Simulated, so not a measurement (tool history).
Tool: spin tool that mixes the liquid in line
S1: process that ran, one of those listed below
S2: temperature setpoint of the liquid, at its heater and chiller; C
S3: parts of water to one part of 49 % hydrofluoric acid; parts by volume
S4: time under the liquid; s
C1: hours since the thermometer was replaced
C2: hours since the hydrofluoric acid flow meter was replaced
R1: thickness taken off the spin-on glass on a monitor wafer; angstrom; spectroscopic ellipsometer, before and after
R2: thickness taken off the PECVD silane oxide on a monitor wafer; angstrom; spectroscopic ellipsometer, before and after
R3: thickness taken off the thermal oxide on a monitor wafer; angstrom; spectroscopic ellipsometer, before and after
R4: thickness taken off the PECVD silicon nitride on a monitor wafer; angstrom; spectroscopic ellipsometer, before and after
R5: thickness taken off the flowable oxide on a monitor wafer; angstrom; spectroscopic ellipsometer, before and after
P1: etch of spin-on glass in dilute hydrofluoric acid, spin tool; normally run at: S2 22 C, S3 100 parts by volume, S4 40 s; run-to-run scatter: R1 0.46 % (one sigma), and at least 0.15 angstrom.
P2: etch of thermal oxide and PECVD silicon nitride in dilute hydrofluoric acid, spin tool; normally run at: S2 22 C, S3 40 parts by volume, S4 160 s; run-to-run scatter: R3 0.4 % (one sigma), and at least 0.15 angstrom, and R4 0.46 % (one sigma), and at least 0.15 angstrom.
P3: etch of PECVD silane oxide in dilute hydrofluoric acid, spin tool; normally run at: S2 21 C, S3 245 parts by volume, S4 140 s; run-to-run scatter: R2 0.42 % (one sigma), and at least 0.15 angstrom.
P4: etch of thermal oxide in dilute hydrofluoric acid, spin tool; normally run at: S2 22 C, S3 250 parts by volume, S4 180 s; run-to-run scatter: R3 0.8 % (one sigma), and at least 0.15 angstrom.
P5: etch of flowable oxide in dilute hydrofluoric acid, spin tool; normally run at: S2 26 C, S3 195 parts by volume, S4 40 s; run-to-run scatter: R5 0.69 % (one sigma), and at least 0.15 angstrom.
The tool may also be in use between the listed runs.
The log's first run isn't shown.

run 2 hour=30.4 | S1=P1 S2=22 S3=100 S4=40 | C1=480.5 C2=732.3 | R1=221.05
run 3 hour=45.6 | S1=P1 S2=22 S3=145 S4=70 | C1=495.7 C2=747.5 | R1=252.39
run 4 hour=63.1 | S1=P1 S2=22 S3=145 S4=40 | C1=513.2 C2=765 | R1=145.15
run 5 hour=71.2 | S1=P3 S2=21 S3=70 S4=140 | C1=521.3 C2=773.1 | R2=779.88
run 6 hour=84.3 | S1=P2 S2=22 S3=40 S4=160 | C1=534.4 C2=786.2 | R3=187.07 R4=159.2
run 7 hour=100.7 | S1=P4 S2=22 S3=250 S4=180 | C1=550.8 C2=802.6 | R3=26.04
run 8 hour=115.7 | S1=P2 S2=26 S3=40 S4=160 | C1=565.8 C2=817.6 | R3=220.8 R4=206.58
run 9 hour=123.4 | S1=P5 S2=26 S3=35 S4=40 | C1=573.5 C2=825.3 | R5=279.9
run 10 hour=137 | S1=P2 S2=22 S3=65 S4=160 | C1=587.1 C2=838.9 | R3=111.92 R4=98.061
run 11 hour=152 | S1=P4 S2=22 S3=70 S4=180 | C1=602.1 C2=853.9 | R3=113.67
run 12 hour=163.3 | S1=P3 S2=21 S3=245 S4=250 | C1=613.4 C2=865.2 | R2=328.44
run 13 hour=177.5 | S1=P4 S2=22 S3=250 S4=180 | C1=627.6 C2=879.4 | R3=26.217
run 14 hour=191.3 | S1=P5 S2=17.5 S3=195 S4=40 | C1=641.4 C2=893.2 | R5=30.178
run 15 hour=201.1 | S1=P1 S2=22 S3=100 S4=40 | C1=651.2 C2=903 | R1=220.82
run 16 hour=211.9 | S1=P1 S2=22 S3=100 S4=80 | C1=662 C2=913.8 | R1=439.98
run 17 hour=224 | S1=P5 S2=26 S3=195 S4=40 | C1=674.1 C2=925.9 | R5=41.065
run 18 hour=234 | S1=P1 S2=28.5 S3=100 S4=40 | C1=684.1 C2=935.9 | R1=285.29
run 19 hour=248.3 | S1=P1 S2=22 S3=100 S4=40 | C1=698.4 C2=950.2 | R1=220.32
run 20 hour=263.6 | S1=P3 S2=21 S3=245 S4=140 | C1=713.7 C2=965.5 | R2=186.11
run 21 hour=277.5 | S1=P2 S2=22 S3=40 S4=285 | C1=727.6 C2=979.4 | R3=331.62 R4=283.88
run 22 hour=288 | S1=P1 S2=22 S3=100 S4=40 | C1=738.1 C2=989.9 | R1=221.35
run 23 hour=303 | S1=P1 S2=22 S3=100 S4=40 | C1=753.1 C2=1004.9 | R1=219.7
run 24 hour=310.9 | S1=P1 S2=22 S3=100 S4=15 | C1=761 C2=1012.8 | R1=83.047
run 25 hour=325.6 | S1=P1 S2=22 S3=100 S4=40 | C1=775.7 C2=1027.5 | R1=222.97

Forecast run 26:
run 26 hour=337.5 | S1=P4 S2=22 S3=250 S4=345 | C1=787.6 C2=1039.4 | R3=?

Run 26 gave R3 49.677 angstrom.
